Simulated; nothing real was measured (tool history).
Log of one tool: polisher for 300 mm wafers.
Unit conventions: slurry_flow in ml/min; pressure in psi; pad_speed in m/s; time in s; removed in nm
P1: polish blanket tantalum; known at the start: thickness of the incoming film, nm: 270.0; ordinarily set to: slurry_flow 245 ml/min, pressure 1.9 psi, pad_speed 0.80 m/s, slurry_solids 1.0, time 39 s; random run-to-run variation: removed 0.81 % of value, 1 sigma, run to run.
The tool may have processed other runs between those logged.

Run 1, hour 6.7: slurry_flow 245 ml/min, pressure 1.9 psi, pad_speed 0.80 m/s, slurry_solids 1.0, time 39 s. Result: removed 49.695 nm.
Run 2, hour 16.9: slurry_flow 245 ml/min, pressure 1.9 psi, pad_speed 0.80 m/s, slurry_solids 1.0, time 39 s. Result: removed 50.115 nm.
Run 3, hour 25.7: slurry_flow 245 ml/min, pressure 1.9 psi, pad_speed 1.24 m/s, slurry_solids 1.0, time 39 s. Result: removed 77.660 nm.
Run 4, hour 40.1: slurry_flow 245 ml/min, pressure 2.9 psi, pad_speed 0.80 m/s, slurry_solids 1.0, time 39 s. Result: removed 76.191 nm.
Run 5, hour 46.7: slurry_flow 150 ml/min, pressure 1.9 psi, pad_speed 0.80 m/s, slurry_solids 1.0, time 39 s. Result: removed 46.877 nm.
Run 6, hour 59.9: slurry_flow 245 ml/min, pressure 1.9 psi, pad_speed 0.80 m/s, slurry_solids 1.0, time 21 s. Result: removed 27.311 nm.
Run 7, hour 73.1: slurry_flow 245 ml/min, pressure 1.9 psi, pad_speed 0.80 m/s, slurry_solids 1.3, time 39 s. Result: removed 54.277 nm.
Run 8, hour 81.4: slurry_flow 245 ml/min, pressure 1.9 psi, pad_speed 1.02 m/s, slurry_solids 0.6, time 39 s. Result: removed 54.202 nm.
Run 9, hour 90.6: slurry_flow 245 ml/min, pressure 1.9 psi, pad_speed 0.54 m/s, slurry_solids 0.8, time 39 s. Result: removed 31.620 nm.
Run 10, hour 101.3: slurry_flow 380 ml/min, pressure 1.9 psi, pad_speed 0.80 m/s, slurry_solids 1.0, time 39 s. Result: removed 52.767 nm.
Run 11, hour 107.9: slurry_flow 245 ml/min, pressure 0.9 psi, pad_speed 0.80 m/s, slurry_solids 1.0, time 39 s. Result: removed 23.500 nm.
Run 12, hour 120.6: slurry_flow 245 ml/min, pressure 1.9 psi, pad_speed 0.80 m/s, slurry_solids 1.0, time 58 s. Result: removed 72.883 nm.
Run 13, hour 127.1: slurry_flow 245 ml/min, pressure 1.9 psi, pad_speed 0.80 m/s, slurry_solids 1.0, time 39 s. Result: removed 50.427 nm.
Run 14, hour 142.1: slurry_flow 245 ml/min, pressure 1.9 psi, pad_speed 0.80 m/s, slurry_solids 0.6, time 39 s. Result: removed 41.889 nm.
Run 15, hour 155.9: slurry_flow 245 ml/min, pressure 1.9 psi, pad_speed 0.80 m/s, slurry_solids 1.0, time 39 s. Result: removed 50.935 nm.
Run 16, hour 162.7: slurry_flow 245 ml/min, pressure 1.9 psi, pad_speed 0.80 m/s, slurry_solids 1.0, time 39 s. Result: removed 49.805 nm.
Run 17, hour 173.1: slurry_flow 245 ml/min, pressure 1.9 psi, pad_speed 0.38 m/s, slurry_solids 1.0, time 39 s. Result: removed 23.844 nm.
Run 18, hour 187.8: slurry_flow 245 ml/min, pressure 1.9 psi, pad_speed 0.80 m/s, slurry_solids 1.0, time 39 s. Result: removed 49.883 nm.
Run 19, hour 196.4: slurry_flow 245 ml/min, pressure 1.9 psi, pad_speed 0.80 m/s, slurry_solids 1.0, time 39 s. Result: removed 50.339 nm.
Run 20, hour 211.2: slurry_flow 245 ml/min, pressure 1.9 psi, pad_speed 0.80 m/s, slurry_solids 1.0, time 39 s. Result: removed 47.602 nm.
Run 21, hour 221.0: slurry_flow 245 ml/min, pressure 1.9 psi, pad_speed 0.80 m/s, slurry_solids 1.0, time 39 s. Result: removed 46.418 nm.
Run 22, hour 228.4: slurry_flow 245 ml/min, pressure 1.9 psi, pad_speed 0.80 m/s, slurry_solids 1.0, time 39 s. Result: removed 46.798 nm.
At hour 240.7: worn pad replaced by a new one.
At hour 241.6: slurry nozzle cleaned.
Run 23, hour 241.6: slurry_flow 245 ml/min, pressure 1.9 psi, pad_speed 0.80 m/s, slurry_solids 1.0, time 39 s. Result: removed 46.293 nm.
Run 24, hour 255.8: slurry_flow 245 ml/min, pressure 1.9 psi, pad_speed 0.80 m/s, slurry_solids 1.0, time 39 s. Result: removed 45.676 nm.
Run 25, hour 265.8: slurry_flow 245 ml/min, pressure 1.9 psi, pad_speed 0.80 m/s, slurry_solids 1.0, time 39 s. Result: removed 45.138 nm.

The output of P1 has drifted from where it used to be. Each of the 2 causes below, taken at the size shown beside it, accounts for the log equally well:
A: abrasive missing from the slurry, % = 25.1
B: head's pressure below its setpoint, % = 8.74
Onset of the creep was near hour 196.4.
Why every other cause is out:
removal rate lost through wear of the pad, %: its service at hour 240.7 followed the start of the drift and did not put the process back to its old value
slurry flow missing at the pad, %: its service at hour 241.6 followed the start of the drift and did not put the process back to its old value

You are offered 4 check runs, listed below with question marks in place of their results; each one averages 5 wafers. Which run separates the listed causes by giving clearly different results for each?
Run check 1, hour 275.8: slurry_flow 245 ml/min, pressure 2.7 psi, pad_speed 0.80 m/s, slurry_solids 1.00, time 39 s. Result: removed ?.
Run check 2, hour 275.8: slurry_flow 245 ml/min, pressure 1.9 psi, pad_speed 0.80 m/s, slurry_solids 0.65, time 30 s. Result: removed ?.
Run check 3, hour 275.8: slurry_flow 245 ml/min, pressure 1.9 psi, pad_speed 1.16 m/s, slurry_solids 1.00, time 39 s. Result: removed ?.
Run check 4, hour 275.8: slurry_flow 245 ml/min, pressure 1.9 psi, pad_speed 1.20 m/s, slurry_solids 1.00, time 39 s. Result: removed ?.

If the cause were each of the candidates in turn, the checks would give the following:
  check   result    if A    if B
check 1  removed  65.055  65.053
check 2  removed  29.656  30.519
check 3  removed  66.380  66.378
check 4  removed  68.669  68.667
Gap, in per cent, between the two causes that each check separates least, read from the result that separates them most: check 1 0 %; check 2 2.87 %; check 3 0 %; check 4 0 %
Check 2 distinguishes between the causes, while the remaining checks would return nearly the same result for all of them.

After running check 2, the following was obtained: removed 30.602 nm. Which cause does this point to?

B is the cause: head's pressure below its setpoint, %.

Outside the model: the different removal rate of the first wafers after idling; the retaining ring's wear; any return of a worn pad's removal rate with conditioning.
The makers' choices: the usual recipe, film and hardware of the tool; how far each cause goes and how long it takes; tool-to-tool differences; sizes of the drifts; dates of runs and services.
